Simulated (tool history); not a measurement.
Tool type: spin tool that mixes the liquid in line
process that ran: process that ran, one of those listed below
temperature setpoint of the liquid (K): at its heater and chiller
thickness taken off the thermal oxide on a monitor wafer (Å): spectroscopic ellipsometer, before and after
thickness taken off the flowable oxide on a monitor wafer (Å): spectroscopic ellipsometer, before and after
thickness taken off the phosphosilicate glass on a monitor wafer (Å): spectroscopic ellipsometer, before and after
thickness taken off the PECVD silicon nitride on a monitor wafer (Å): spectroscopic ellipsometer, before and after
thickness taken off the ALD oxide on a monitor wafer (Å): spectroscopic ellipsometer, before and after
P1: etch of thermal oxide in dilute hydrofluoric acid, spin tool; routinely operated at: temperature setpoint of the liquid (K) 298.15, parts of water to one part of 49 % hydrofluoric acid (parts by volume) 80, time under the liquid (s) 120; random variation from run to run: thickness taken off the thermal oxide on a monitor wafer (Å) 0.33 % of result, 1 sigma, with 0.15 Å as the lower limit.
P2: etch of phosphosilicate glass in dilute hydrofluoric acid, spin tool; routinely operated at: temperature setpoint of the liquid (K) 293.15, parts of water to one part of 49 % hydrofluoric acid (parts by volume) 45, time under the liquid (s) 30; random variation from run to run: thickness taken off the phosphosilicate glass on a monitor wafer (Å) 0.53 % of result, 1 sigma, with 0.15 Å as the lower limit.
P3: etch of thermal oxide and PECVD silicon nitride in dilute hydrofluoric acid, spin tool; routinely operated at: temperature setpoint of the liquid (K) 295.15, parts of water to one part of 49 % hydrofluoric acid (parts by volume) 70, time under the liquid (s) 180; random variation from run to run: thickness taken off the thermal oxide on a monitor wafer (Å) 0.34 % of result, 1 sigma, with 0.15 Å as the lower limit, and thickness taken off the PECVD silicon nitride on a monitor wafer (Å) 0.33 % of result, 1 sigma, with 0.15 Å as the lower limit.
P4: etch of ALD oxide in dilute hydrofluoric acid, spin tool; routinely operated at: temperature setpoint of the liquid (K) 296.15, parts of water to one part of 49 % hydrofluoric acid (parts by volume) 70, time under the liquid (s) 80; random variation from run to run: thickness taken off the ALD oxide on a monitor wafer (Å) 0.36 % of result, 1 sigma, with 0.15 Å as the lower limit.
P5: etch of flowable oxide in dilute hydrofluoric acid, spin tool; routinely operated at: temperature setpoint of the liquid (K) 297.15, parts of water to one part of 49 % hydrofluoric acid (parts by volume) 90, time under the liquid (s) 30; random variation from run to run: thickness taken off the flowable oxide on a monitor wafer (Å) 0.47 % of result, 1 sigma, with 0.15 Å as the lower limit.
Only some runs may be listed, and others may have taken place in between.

run,hour,process that ran,temperature setpoint of the liquid (K),parts of water to one part of 49 % hydrofluoric acid (parts by volume),time under the liquid (s),hours since the thermometer was replaced,hours since the hydrofluoric acid flow meter was replaced,thickness taken off the thermal oxide on a monitor wafer (Å),thickness taken off the flowable oxide on a monitor wafer (Å),thickness taken off the phosphosilicate glass on a monitor wafer (Å),thickness taken off the PECVD silicon nitride on a monitor wafer (Å),thickness taken off the ALD oxide on a monitor wafer (Å)
1,5.9,P1,298.15,80,120,488.9,1494.7,73.137,,,,
2,11.0,P5,304.65,90,30,494.0,1499.8,,142.880,,,
3,17.8,P2,293.15,45,30,500.8,1506.6,,,1207.00,,
4,25.1,P1,298.15,80,15,508.1,1513.9,9.043,,,,
5,31.5,P3,295.15,70,265,514.5,1520.3,169.380,,,139.870,
6,35.8,P5,297.15,90,30,518.8,1524.6,,106.220,,,
7,43.3,P1,298.15,80,120,526.3,1532.1,73.549,,,,
8,49.7,P1,298.15,135,65,532.7,1538.5,21.828,,,,
9,56.7,P1,298.15,80,220,539.7,1545.5,134.080,,,,
10,61.0,P4,296.15,70,80,544.0,1549.8,,,,,142.860
11,67.9,P1,303.65,80,120,550.9,1556.7,90.256,,,,
12,74.5,P4,296.15,25,80,557.5,1563.3,,,,,423.770
13,81.4,P2,297.65,45,30,564.4,1570.2,,,1450.90,,
14,85.7,P3,295.15,70,180,568.7,1574.5,115.260,,,94.731,
15,90.3,P4,296.15,70,45,573.3,1579.1,,,,,79.542
16,97.0,P2,293.15,45,60,580.0,1585.8,,,2401.20,,
17,103.5,P4,303.65,70,80,586.5,1592.3,,,,,192.750
18,109.4,P5,297.15,90,30,592.4,1598.2,,107.070,,,
19,114.1,P5,297.15,90,55,597.1,1602.9,,194.960,,,
20,120.9,P3,295.15,40,180,603.9,1609.7,209.080,,,163.990,
21,128.2,P5,297.15,140,30,611.2,1617.0,,64.744,,,
22,134.1,P1,291.65,80,120,617.1,1622.9,56.169,,,,
23,141.6,P3,300.15,70,180,624.6,1630.4,141.350,,,131.630,
24,146.5,P1,298.15,115,120,629.5,1635.3,48.688,,,,
25,153.7,P3,295.15,70,180,636.7,1642.5,115.040,,,94.196,
26,157.3,P2,293.15,45,30,640.3,1646.1,,,1205.50,,
27,161.7,P1,298.15,80,120,644.7,1650.5,72.770,,,,
28,168.4,P1,298.15,80,120,651.4,1657.2,73.244,,,,
29,172.0,P2,293.15,70,30,655.0,1660.8,,,745.82,,
30,178.1,P1,298.15,35,120,661.1,1666.9,177.690,,,,
31,181.7,P1,298.15,80,120,664.7,1670.5,73.126,,,,
32,187.0,P1,298.15,80,120,670.0,1675.8,74.798,,,,
33,191.1,P1,298.15,80,120,674.1,1679.9,76.467,,,,
34,196.4,P1,298.15,80,120,679.4,1685.2,76.649,,,,
35,203.0,P1,298.15,80,120,686.0,1691.8,78.332,,,,
36,209.5,P1,298.15,80,120,692.5,1698.3,78.887,,,,
37,217.2,P1,298.15,80,120,700.2,1706.0,78.536,,,,
38,223.2,P1,298.15,80,120,706.2,1712.0,79.157,,,,
39,228.8,P1,298.15,80,120,711.8,1717.6,78.703,,,,

Something has made what P1 gives creep away from where it was; the 2 causes below, each at its own stated size, fit the log equally well:
A: liquid hotter than its thermometer reads (K) = 1.87
B: hydrofluoric acid flow above the setpoint (%) = 6.92
The onset of the drift is placed at about hour 181.7.

Consider the 4 single-wafer check runs listed below, results given as question marks: which one distinguishes between the causes by giving clearly different results for each?
check 1,234.4,P2,293.15,45,30,,,,,?,,
check 2,234.4,P4,296.15,70,80,,,,,,,?
check 3,234.4,P5,297.15,90,30,,,,?,,,
check 4,234.4,P3,295.15,70,180,,,?,,,?,

If the cause were each of the candidates in turn, the checks would give the following:
check,result,if A,if B
check 1,thickness taken off the phosphosilicate glass on a monitor wafer (Å),1301.00,1289.70
check 2,thickness taken off the ALD oxide on a monitor wafer (Å),153.710,153.230
check 3,thickness taken off the flowable oxide on a monitor wafer (Å),115.130,115.140
check 4,thickness taken off the thermal oxide on a monitor wafer (Å),124.490,124.000
check 4,thickness taken off the PECVD silicon nitride on a monitor wafer (Å),107.830,101.500
Per check, the gap between the least separated pair of causes, taken in the result that splits them most: check 1 0.88 %; check 2 0.32 %; check 3 0.01 %; check 4 6.04 %
Only check 4 tells the causes apart: in the others they would give nearly the same result.

Check 4 was carried out, with these results: thickness taken off the thermal oxide on a monitor wafer (Å) 124.930; thickness taken off the PECVD silicon nitride on a monitor wafer (Å) 108.130. Which of the listed causes is responsible?

The cause is A: liquid hotter than its thermometer reads (K).

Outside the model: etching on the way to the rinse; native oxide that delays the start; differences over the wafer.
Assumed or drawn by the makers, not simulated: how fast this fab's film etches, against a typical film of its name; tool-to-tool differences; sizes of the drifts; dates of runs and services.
